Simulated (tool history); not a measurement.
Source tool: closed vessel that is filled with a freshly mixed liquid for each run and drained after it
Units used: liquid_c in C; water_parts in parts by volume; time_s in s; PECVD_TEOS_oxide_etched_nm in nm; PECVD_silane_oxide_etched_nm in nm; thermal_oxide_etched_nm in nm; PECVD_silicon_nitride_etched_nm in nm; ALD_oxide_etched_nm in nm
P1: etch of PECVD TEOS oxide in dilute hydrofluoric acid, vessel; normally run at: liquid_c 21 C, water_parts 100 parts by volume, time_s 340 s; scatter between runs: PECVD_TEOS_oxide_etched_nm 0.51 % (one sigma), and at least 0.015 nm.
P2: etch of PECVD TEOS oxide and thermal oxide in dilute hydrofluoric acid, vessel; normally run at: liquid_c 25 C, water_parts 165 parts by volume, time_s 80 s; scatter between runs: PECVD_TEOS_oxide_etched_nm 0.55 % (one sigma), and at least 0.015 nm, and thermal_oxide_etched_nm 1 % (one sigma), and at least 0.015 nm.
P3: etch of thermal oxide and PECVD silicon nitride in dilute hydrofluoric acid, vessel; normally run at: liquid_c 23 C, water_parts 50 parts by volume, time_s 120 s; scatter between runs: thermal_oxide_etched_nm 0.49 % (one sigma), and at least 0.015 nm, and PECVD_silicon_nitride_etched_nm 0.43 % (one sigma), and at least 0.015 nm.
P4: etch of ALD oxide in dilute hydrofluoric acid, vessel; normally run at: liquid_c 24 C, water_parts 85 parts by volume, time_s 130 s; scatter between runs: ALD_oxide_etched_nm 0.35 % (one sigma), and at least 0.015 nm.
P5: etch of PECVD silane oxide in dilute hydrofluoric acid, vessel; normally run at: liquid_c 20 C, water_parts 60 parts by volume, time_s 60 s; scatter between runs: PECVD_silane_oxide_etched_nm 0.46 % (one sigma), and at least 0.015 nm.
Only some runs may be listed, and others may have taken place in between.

run	day	process	liquid_c	water_parts	time_s	hours since the thermometer was replaced	hours since the hydrofluoric acid flow meter was replaced	PECVD_TEOS_oxide_etched_nm	PECVD_silane_oxide_etched_nm	thermal_oxide_etched_nm	PECVD_silicon_nitride_etched_nm	ALD_oxide_etched_nm
1	0.15	P1	21	100	340	671.2	286.2	46.277				
2	0.329	P1	21	150	340	675.5	290.5	29.507				
3	0.638	P1	17	100	340	682.9	297.9	39.705				
4	0.854	P5	20	60	30	688.1	303.1		6.7535			
5	1.017	P1	21	100	340	692	307	46.448				
6	1.296	P3	23	50	120	698.7	313.7			11.432	8.5843	
7	1.612	P2	25	165	80	706.3	321.3	8.565		2.299		
8	1.854	P2	25	40	80	712.1	327.1	41.317		10.929		
9	2.142	P1	21	50	640	719	334	188.32				
10	2.438	P2	25	165	80	726.1	341.1	8.572		2.3059		
11	2.696	P5	20	60	60	732.3	347.3		13.621			
12	2.892	P4	29.5	85	130	737	352					34.791
13	3.042	P1	28.5	100	340	740.6	355.6	62.175				
14	3.333	P1	21	100	340	747.6	362.6	46.687				
15	3.525	P1	21	100	340	752.2	367.2	46.865				
16	3.804	P1	21	100	575	758.9	373.9	78.784				
17	4.133	P2	17.5	165	80	766.8	381.8	6.3661		1.7141		
18	4.329	P4	24	85	130	771.5	386.5					27.876
19	4.588	P3	23	50	50	777.7	392.7			4.72	3.5616	
# day 4.692: thermometer replaced
20	4.758	P5	20	35	60	1.7	396.8		24.03			
21	4.942	P3	30	50	120	6.1	401.2			14.972	13.727	
22	5.146	P4	24	85	130	11	406.1					27.851
23	5.35	P1	17	100	570	15.9	411	66.303				
24	5.542	P1	21	100	340	20.5	415.6	46.283				
25	5.762	P5	27	60	60	25.8	420.9		17.963			
26	6.079	P2	25	165	150	33.4	428.5	16.021		4.2268		
27	6.3	P1	21	100	50	38.7	433.8	6.9073				
28	6.612	P3	23	50	120	46.2	441.3			11.365	8.5789	
29	6.904	P4	24	145	130	53.2	448.3					15.143
30	7.192	P4	24	85	240	60.1	455.2					51.398
31	7.496	P1	21	55	340	67.4	462.5	89.37				
32	7.688	P1	21	100	340	72	467.1	46.81				
33	7.988	P3	23	75	120	79.2	474.3			7.3633	5.7503	
34	8.254	P1	21	100	340	85.6	480.7	47.117				
35	8.496	P1	21	100	340	91.4	486.5	47.791				
36	8.788	P1	21	100	340	98.4	493.5	48.57				
37	9.046	P1	21	100	340	104.6	499.7	49.053				
38	9.2	P1	21	100	340	108.3	503.4	49.6				
39	9.429	P1	21	100	340	113.8	508.9	49.638				
40	9.65	P1	21	100	340	119.1	514.2	49.603				
41	9.942	P1	21	100	340	126.1	521.2	50.508				
42	10.179	P1	21	100	340	131.8	526.9	50.476				
43	10.471	P1	21	100	340	138.8	533.9	49.814				
44	10.729	P1	21	100	340	145	540.1	50.306				

What P1 gives has crept away from where it was. These 2 causes fit the log equally well, each at the size given:
A: hydrofluoric acid flow above the setpoint (%) = 6.94
B: liquid hotter than its thermometer reads (K) = 1.85
Onset of the creep was near day 8.254.

Each of the 4 check runs below uses one wafer; its results are left as question marks. Which run tells the causes apart?
check 1	10.988	P5	24.5	60	60				?			
check 2	10.988	P3	29.5	70	120					?	?	
check 3	10.988	P4	24	125	130							?
check 4	10.988	P2	18.5	165	80			?		?		

Predicted outcomes, by check and by cause:
check	result	if A	if B
check 1	PECVD_silane_oxide_etched_nm	17.582	17.625
check 2	thermal_oxide_etched_nm	11.053	11.023
check 2	PECVD_silicon_nitride_etched_nm	10.14	10.668
check 3	ALD_oxide_etched_nm	19.436	19.332
check 4	PECVD_TEOS_oxide_etched_nm	7.1701	7.1389
check 4	thermal_oxide_etched_nm	1.9241	1.9157
How far apart the two closest causes lie, in the result that separates them most: check 1 0.25 %; check 2 5.08 %; check 3 0.54 %; check 4 0.44 %
Check 2 tells the causes apart: in the others they would give nearly the same result.

Running check 2 produced the following: thermal_oxide_etched_nm 10.986 nm; PECVD_silicon_nitride_etched_nm 10.154 nm. Which one of the listed causes fits?

The correct cause is A, namely: hydrofluoric acid flow above the setpoint (%).

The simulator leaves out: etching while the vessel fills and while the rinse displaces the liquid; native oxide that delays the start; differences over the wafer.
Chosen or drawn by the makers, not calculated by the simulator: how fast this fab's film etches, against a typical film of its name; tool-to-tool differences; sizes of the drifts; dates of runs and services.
